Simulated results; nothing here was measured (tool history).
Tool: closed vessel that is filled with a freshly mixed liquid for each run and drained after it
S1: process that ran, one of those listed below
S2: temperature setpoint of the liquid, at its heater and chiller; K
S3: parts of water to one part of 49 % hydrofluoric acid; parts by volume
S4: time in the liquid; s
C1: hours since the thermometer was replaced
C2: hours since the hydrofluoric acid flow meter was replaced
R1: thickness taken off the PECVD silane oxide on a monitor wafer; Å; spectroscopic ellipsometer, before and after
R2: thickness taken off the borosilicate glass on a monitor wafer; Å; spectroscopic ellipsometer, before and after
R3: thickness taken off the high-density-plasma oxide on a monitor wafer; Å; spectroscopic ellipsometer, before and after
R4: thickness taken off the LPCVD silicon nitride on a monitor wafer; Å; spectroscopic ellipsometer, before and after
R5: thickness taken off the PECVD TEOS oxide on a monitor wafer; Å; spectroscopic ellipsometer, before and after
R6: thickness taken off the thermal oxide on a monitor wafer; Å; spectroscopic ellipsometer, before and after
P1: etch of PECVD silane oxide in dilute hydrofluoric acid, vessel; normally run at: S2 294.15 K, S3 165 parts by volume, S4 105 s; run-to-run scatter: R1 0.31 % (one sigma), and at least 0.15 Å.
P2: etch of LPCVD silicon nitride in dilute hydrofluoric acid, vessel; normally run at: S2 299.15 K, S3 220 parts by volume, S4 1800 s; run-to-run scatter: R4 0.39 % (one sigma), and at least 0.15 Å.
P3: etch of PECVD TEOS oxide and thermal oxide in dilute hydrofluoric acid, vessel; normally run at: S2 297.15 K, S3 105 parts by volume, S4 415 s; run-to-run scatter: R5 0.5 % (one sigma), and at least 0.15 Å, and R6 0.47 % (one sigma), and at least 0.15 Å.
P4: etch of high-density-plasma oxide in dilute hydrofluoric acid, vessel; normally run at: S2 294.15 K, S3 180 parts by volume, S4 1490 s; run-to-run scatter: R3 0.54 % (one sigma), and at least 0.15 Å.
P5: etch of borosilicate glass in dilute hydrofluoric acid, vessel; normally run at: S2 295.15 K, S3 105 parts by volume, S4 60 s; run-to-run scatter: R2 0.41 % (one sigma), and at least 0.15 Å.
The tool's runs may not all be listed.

{"run": 1, "hour": 12.1, "S1": "P1", "S2": 294.15, "S3": 165, "S4": 105, "C1": 992.7, "C2": 1290.5, "R1": 129.45}
{"run": 2, "hour": 22.3, "S1": "P5", "S2": 295.15, "S3": 105, "S4": 60, "C1": 1002.9, "C2": 1300.7, "R2": 144.48}
{"run": 3, "hour": 33.5, "S1": "P5", "S2": 290.15, "S3": 105, "S4": 60, "C1": 1014.1, "C2": 1311.9, "R2": 116.95}
{"run": 4, "hour": 47.3, "S1": "P4", "S2": 294.15, "S3": 180, "S4": 130, "C1": 1027.9, "C2": 1325.7, "R3": 28.846}
{"run": 5, "hour": 59.4, "S1": "P5", "S2": 295.15, "S3": 25, "S4": 60, "C1": 1040.0, "C2": 1337.8, "R2": 669.32}
{"run": 6, "hour": 66.2, "S1": "P2", "S2": 299.15, "S3": 220, "S4": 1800, "C1": 1046.8, "C2": 1344.6, "R4": 53.65}
{"run": 7, "hour": 73.6, "S1": "P4", "S2": 294.15, "S3": 60, "S4": 1490, "C1": 1054.2, "C2": 1352.0, "R3": 1129.7}
{"run": 8, "hour": 85.2, "S1": "P5", "S2": 295.15, "S3": 105, "S4": 60, "C1": 1065.8, "C2": 1363.6, "R2": 143.74}
{"run": 9, "hour": 94.9, "S1": "P1", "S2": 299.65, "S3": 235, "S4": 105, "C1": 1075.5, "C2": 1373.3, "R1": 103.47}
{"run": 10, "hour": 106.5, "S1": "P1", "S2": 294.15, "S3": 95, "S4": 105, "C1": 1087.1, "C2": 1384.9, "R1": 241.76}
{"run": 11, "hour": 119.2, "S1": "P1", "S2": 294.15, "S3": 165, "S4": 30, "C1": 1099.8, "C2": 1397.6, "R1": 36.931}
{"run": 12, "hour": 126.7, "S1": "P4", "S2": 294.15, "S3": 180, "S4": 1490, "C1": 1107.3, "C2": 1405.1, "R3": 331.33}
{"run": 13, "hour": 140.1, "S1": "P3", "S2": 297.15, "S3": 105, "S4": 415, "C1": 1120.7, "C2": 1418.5, "R5": 346.73, "R6": 197.17}
{"run": 14, "hour": 152.5, "S1": "P2", "S2": 299.15, "S3": 220, "S4": 1005, "C1": 1133.1, "C2": 1430.9, "R4": 30.006}
{"run": 15, "hour": 160.0, "S1": "P3", "S2": 297.15, "S3": 105, "S4": 415, "C1": 1140.6, "C2": 1438.4, "R5": 344.94, "R6": 196.24}
{"run": 16, "hour": 167.7, "S1": "P3", "S2": 302.15, "S3": 105, "S4": 415, "C1": 1148.3, "C2": 1446.1, "R5": 420.28, "R6": 237.29}
{"run": 17, "hour": 179.1, "S1": "P1", "S2": 294.15, "S3": 165, "S4": 105, "C1": 1159.7, "C2": 1457.5, "R1": 129.32}
{"run": 18, "hour": 193.4, "S1": "P5", "S2": 295.15, "S3": 105, "S4": 30, "C1": 1174.0, "C2": 1471.8, "R2": 71.74}
{"run": 19, "hour": 206.1, "S1": "P3", "S2": 297.15, "S3": 20, "S4": 415, "C1": 1186.7, "C2": 1484.5, "R5": 2026.3, "R6": 1146.0}
{"run": 20, "hour": 214.3, "S1": "P1", "S2": 294.15, "S3": 165, "S4": 195, "C1": 1194.9, "C2": 1492.7, "R1": 240.0}
{"run": 21, "hour": 221.0, "S1": "P1", "S2": 294.15, "S3": 165, "S4": 105, "C1": 1201.6, "C2": 1499.4, "R1": 128.97}
{"run": 22, "hour": 231.7, "S1": "P3", "S2": 297.15, "S3": 105, "S4": 735, "C1": 1212.3, "C2": 1510.1, "R5": 622.28, "R6": 346.07}
{"run": 23, "hour": 245.9, "S1": "P4", "S2": 290.15, "S3": 180, "S4": 1490, "C1": 1226.5, "C2": 1524.3, "R3": 281.04}
{"run": 24, "hour": 259.2, "S1": "P1", "S2": 294.15, "S3": 165, "S4": 105, "C1": 1239.8, "C2": 1537.6, "R1": 129.19}
{"run": 25, "hour": 273.5, "S1": "P2", "S2": 292.65, "S3": 220, "S4": 1800, "C1": 1254.1, "C2": 1551.9, "R4": 35.581}
{"run": 26, "hour": 286.4, "S1": "P1", "S2": 294.15, "S3": 235, "S4": 105, "C1": 1267.0, "C2": 1564.8, "R1": 84.051}
{"hour": 291.5, "done": "thermometer replaced"}
{"run": 27, "hour": 292.7, "S1": "P1", "S2": 298.65, "S3": 165, "S4": 105, "C1": 1.3, "C2": 1571.1, "R1": 152.98}
{"run": 28, "hour": 302.1, "S1": "P1", "S2": 290.15, "S3": 165, "S4": 105, "C1": 10.7, "C2": 1580.5, "R1": 109.91}
{"run": 29, "hour": 315.3, "S1": "P2", "S2": 299.15, "S3": 365, "S4": 1800, "C1": 23.9, "C2": 1593.7, "R4": 32.467}
{"run": 30, "hour": 325.6, "S1": "P1", "S2": 294.15, "S3": 165, "S4": 105, "C1": 34.2, "C2": 1604.0, "R1": 129.95}
{"run": 31, "hour": 335.4, "S1": "P1", "S2": 294.15, "S3": 165, "S4": 105, "C1": 44.0, "C2": 1613.8, "R1": 132.36}
{"run": 32, "hour": 348.3, "S1": "P1", "S2": 294.15, "S3": 165, "S4": 105, "C1": 56.9, "C2": 1626.7, "R1": 134.77}
{"run": 33, "hour": 354.9, "S1": "P1", "S2": 294.15, "S3": 165, "S4": 105, "C1": 63.5, "C2": 1633.3, "R1": 137.11}
{"run": 34, "hour": 362.8, "S1": "P1", "S2": 294.15, "S3": 165, "S4": 105, "C1": 71.4, "C2": 1641.2, "R1": 137.0}
{"run": 35, "hour": 371.4, "S1": "P1", "S2": 294.15, "S3": 165, "S4": 105, "C1": 80.0, "C2": 1649.8, "R1": 137.41}
{"run": 36, "hour": 382.2, "S1": "P1", "S2": 294.15, "S3": 165, "S4": 105, "C1": 90.8, "C2": 1660.6, "R1": 138.75}
{"run": 37, "hour": 395.6, "S1": "P1", "S2": 294.15, "S3": 165, "S4": 105, "C1": 104.2, "C2": 1674.0, "R1": 139.28}
{"run": 38, "hour": 406.5, "S1": "P1", "S2": 294.15, "S3": 165, "S4": 105, "C1": 115.1, "C2": 1684.9, "R1": 140.13}
{"run": 39, "hour": 420.1, "S1": "P1", "S2": 294.15, "S3": 165, "S4": 105, "C1": 128.7, "C2": 1698.5, "R1": 140.03}
{"run": 40, "hour": 431.5, "S1": "P1", "S2": 294.15, "S3": 165, "S4": 105, "C1": 140.1, "C2": 1709.9, "R1": 140.68}
{"run": 41, "hour": 443.0, "S1": "P1", "S2": 294.15, "S3": 165, "S4": 105, "C1": 151.6, "C2": 1721.4, "R1": 140.93}

What P1 gives has crept away from where it was. These 2 causes fit the log equally well, each at the size given:
A: liquid hotter than its thermometer reads (K) = 2.16
B: hydrofluoric acid flow above the setpoint (%) = 7.4
The creep began at about hour 325.6.

4 check runs are offered, one wafer each, their results left as question marks. Which one tells the causes apart?
{"run": "check 1", "hour": 454.5, "S1": "P2", "S2": 295.15, "S3": 290, "S4": 1800, "R4": "?"}
{"run": "check 2", "hour": 454.5, "S1": "P3", "S2": 300.15, "S3": 105, "S4": 610, "R5": "?", "R6": "?"}
{"run": "check 3", "hour": 454.5, "S1": "P4", "S2": 294.15, "S3": 60, "S4": 815, "R3": "?"}
{"run": "check 4", "hour": 454.5, "S1": "P5", "S2": 291.65, "S3": 105, "S4": 60, "R2": "?"}

What each check would give under each cause:
check=check_1 result=R4 if_A=36.498 if_B=34.249
check=check_2 result=R5 if_A=625.15 if_B=624.38
check=check_2 result=R6 if_A=350.65 if_B=350.22
check=check_3 result=R3 if_A=678.310 if_B=669.400
check=check_4 result=R2 if_A=136.24 if_B=134.93
How far apart the two closest causes lie, in the result that separates them most: check 1 6.36 %; check 2 0.12 %; check 3 1.32 %; check 4 0.97 %
Check 1 tells the causes apart: in the others they would give nearly the same result.

Then check 1 was run and gave: R4 34.270 Å. Which cause is it?

It is B: hydrofluoric acid flow above the setpoint (%).
